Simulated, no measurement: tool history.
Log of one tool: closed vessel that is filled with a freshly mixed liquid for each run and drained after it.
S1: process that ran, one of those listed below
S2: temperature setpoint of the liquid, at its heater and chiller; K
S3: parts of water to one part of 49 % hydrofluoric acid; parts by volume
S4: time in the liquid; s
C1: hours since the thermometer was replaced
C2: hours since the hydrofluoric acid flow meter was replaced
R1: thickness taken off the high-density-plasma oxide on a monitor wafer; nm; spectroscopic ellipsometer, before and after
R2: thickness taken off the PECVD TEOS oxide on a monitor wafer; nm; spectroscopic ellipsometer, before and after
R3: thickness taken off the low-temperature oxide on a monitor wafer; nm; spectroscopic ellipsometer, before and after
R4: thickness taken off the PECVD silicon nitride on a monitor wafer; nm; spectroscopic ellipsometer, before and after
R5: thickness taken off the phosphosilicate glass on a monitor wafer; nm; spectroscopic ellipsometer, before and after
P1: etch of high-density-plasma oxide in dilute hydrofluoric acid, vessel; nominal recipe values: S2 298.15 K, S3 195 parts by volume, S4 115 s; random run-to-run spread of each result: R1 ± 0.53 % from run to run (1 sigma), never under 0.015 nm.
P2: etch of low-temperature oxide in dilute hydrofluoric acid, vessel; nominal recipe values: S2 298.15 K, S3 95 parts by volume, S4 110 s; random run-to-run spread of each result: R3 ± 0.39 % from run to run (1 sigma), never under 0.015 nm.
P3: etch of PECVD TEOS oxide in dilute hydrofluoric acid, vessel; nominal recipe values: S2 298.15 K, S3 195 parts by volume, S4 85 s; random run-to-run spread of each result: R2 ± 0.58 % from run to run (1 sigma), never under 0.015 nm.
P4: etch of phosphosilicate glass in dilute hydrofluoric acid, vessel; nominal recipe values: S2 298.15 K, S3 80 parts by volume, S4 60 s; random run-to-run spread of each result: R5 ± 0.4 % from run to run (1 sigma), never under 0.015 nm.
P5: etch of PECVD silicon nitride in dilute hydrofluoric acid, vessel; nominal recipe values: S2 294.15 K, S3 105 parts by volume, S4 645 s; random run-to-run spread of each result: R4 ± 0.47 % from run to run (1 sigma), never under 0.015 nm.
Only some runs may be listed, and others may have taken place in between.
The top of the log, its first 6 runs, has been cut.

run	hour	S1	S2	S3	S4	C1	C2	R1	R2	R3	R4	R5
7	112.4	P3	291.15	195	85	1290.2	248.5		3.6301			
8	131.2	P1	298.15	195	115	1309	267.3	4.6377				
9	144.7	P4	306.65	80	60	1322.5	280.8					66.711
10	154.1	P3	298.15	350	85	1331.9	290.2		2.2638			
# hour 167.3: thermometer replaced
11	167.7	P1	298.15	195	220	0.5	303.8	8.6732				
12	179.8	P4	298.15	140	60	12.6	315.9					25.599
13	190.1	P5	294.15	175	645	22.9	326.2				5.0292	
14	208	P4	298.15	80	90	40.8	344.1					72.467
15	218.9	P2	304.65	95	110	51.7	355			20.395		
16	237	P4	298.15	80	60	69.8	373.1					48.258
17	247.5	P1	302.15	195	205	80.3	383.6	9.3567				
18	263.6	P1	298.15	195	40	96.4	399.7	1.571				
19	272.5	P1	298.15	195	115	105.3	408.6	4.5641				
# hour 287.5: hydrofluoric acid flow meter replaced
20	288.7	P1	298.15	40	115	121.5	1.3	26.761				
21	302.1	P2	298.15	95	110	134.9	14.7			15.899		
22	316.5	P3	298.15	195	85	149.3	29.1		4.7667			
23	333.1	P2	298.15	95	190	165.9	45.7			27.518		

What does the tool deliver on the next run?
24	349.9	P5	294.15	105	30	182.7	62.5				?	

R4: 0.41714 nm
